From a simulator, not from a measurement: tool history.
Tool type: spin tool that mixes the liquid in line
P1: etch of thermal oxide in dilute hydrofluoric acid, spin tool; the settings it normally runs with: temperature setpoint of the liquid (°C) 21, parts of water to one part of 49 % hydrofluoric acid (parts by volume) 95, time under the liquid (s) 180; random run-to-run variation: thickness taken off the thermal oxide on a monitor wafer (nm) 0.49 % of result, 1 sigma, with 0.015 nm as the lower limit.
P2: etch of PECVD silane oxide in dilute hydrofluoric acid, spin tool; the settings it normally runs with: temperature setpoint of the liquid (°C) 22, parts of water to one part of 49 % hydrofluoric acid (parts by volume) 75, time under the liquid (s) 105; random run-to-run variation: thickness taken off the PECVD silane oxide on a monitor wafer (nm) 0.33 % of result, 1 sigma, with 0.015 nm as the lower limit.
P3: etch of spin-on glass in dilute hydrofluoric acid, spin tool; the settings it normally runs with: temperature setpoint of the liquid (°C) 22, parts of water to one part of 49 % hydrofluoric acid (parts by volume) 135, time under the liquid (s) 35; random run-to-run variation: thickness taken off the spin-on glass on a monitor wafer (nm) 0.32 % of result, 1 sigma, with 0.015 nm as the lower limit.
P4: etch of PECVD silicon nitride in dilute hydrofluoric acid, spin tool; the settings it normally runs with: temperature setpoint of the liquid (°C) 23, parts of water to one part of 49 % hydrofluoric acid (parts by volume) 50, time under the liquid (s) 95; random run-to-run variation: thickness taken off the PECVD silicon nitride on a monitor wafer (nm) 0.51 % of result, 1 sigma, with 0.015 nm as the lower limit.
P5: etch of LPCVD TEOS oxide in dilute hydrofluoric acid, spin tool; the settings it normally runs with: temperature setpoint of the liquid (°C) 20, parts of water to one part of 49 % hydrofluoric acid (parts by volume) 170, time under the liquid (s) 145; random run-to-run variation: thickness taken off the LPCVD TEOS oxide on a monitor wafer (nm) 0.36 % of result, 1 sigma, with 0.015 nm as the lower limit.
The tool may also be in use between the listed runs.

run   hour  process that ran  temperature setpoint of the liquid (°C)  parts of water to one part of 49 % hydrofluoric acid (parts by volume)  time under the liquid (s)  hours since the thermometer was replaced  hours since the hydrofluoric acid flow meter was replaced  thickness taken off the thermal oxide on a monitor wafer (nm)  thickness taken off the PECVD silicon nitride on a monitor wafer (nm)  thickness taken off the LPCVD TEOS oxide on a monitor wafer (nm)  thickness taken off the PECVD silane oxide on a monitor wafer (nm)  thickness taken off the spin-on glass on a monitor wafer (nm)
  1      4                P1                                       21                                                                      95                        180                                     367.6                                                      176.8                                                           7.94
  2    8.5                P1                                       17                                                                     170                        180                                     372.1                                                      181.3                                                         3.4071
  3   14.8                P1                                       17                                                                      95                        180                                     378.4                                                      187.6                                                         6.7053
  4   21.1                P1                                       21                                                                      50                        180                                     384.7                                                      193.9                                                         15.812
  5   28.7                P1                                       21                                                                      95                        180                                     392.3                                                      201.5                                                         7.8526
  6   35.6                P4                                       19                                                                      50                         95                                     399.2                                                      208.4                                                                                                                                6.1181
  7   41.8                P5                                       20                                                                     170                        145                                     405.4                                                      214.6                                                                                                                                                                                                  36.722
  8   48.5                P2                                       22                                                                      20                        105                                     412.1                                                      221.3                                                                                                                                                                                                                                                                      198.56
  9     54                P4                                       23                                                                      20                         95                                     417.6                                                      226.8                                                                                                                                19.488
 10   57.9                P3                                     27.5                                                                     135                         35                                     421.5                                                      230.7                                                                                                                                                                                                                                                                                                                                     10.325
 11   62.7                P1                                       21                                                                      45                         60                                     426.3                                                      235.5                                                          5.867
 12   69.8                P1                                       21                                                                      95                        180                                     433.4                                                      242.6                                                         7.8076
 13   76.5                P5                                       20                                                                     170                         20                                     440.1                                                      249.3                                                                                                                                                                                                  5.0196
 14   82.1                P1                                       21                                                                      95                        295                                     445.7                                                      254.9                                                         12.911
 15   89.7                P1                                       21                                                                      95                         75                                     453.3                                                      262.5                                                         3.2709
 16     94                P3                                       22                                                                     135                         35                                     457.6                                                      266.8                                                                                                                                                                                                                                                                                                                                     8.3515
 17   98.5                P2                                       22                                                                      75                        105                                     462.1                                                      271.3                                                                                                                                                                                                                                                                      49.658
 18  103.8                P5                                       17                                                                     170                        145                                     467.4                                                      276.6                                                                                                                                                                                                  32.606
 19  108.2                P4                                       23                                                                      50                        175                                     471.8                                                        281                                                                                                                                14.762
 20  113.1                P4                                       23                                                                      50                         95                                     476.7                                                      285.9                                                                                                                                8.0394
 21  119.1                P1                                       21                                                                      95                        180                                     482.7                                                      291.9                                                         7.8972
 22    124                P5                                       20                                                                      35                        145                                     487.6                                                      296.8                                                                                                                                                                                                  207.83
 23  131.8                P1                                     25.5                                                                     155                        180                                     495.4                                                      304.6                                                         5.3875
 24  138.3                P2                                       30                                                                      75                        105                                     501.9                                                      311.1                                                                                                                                                                                                                                                                      68.684
 25    143                P3                                       22                                                                     135                         15                                     506.6                                                      315.8                                                                                                                                                                                                                                                                                                                                     3.5578
 26  148.9                P1                                       21                                                                      95                        180                                     512.5                                                      321.7                                                         7.8133
 27  156.5                P2                                       22                                                                      75                         40                                     520.1                                                      329.3                                                                                                                                                                                                                                                                      18.997
 28  160.7                P3                                       22                                                                      40                         35                                     524.3                                                      333.5                                                                                                                                                                                                                                                                                                                                     31.646
 29  168.5                P1                                       28                                                                      95                        180                                     532.1                                                      341.3                                                         10.251
 30  175.2                P1                                       21                                                                     145                        180                                     538.8                                                        348                                                         4.8769

Run 31 is up next; what results do you expect?
 31  180.6                P1                                       21                                                                      95                        180                                     544.2                                                      353.4                                                              ?

Logged for run 31: thickness taken off the thermal oxide on a monitor wafer (nm) 7.9026.
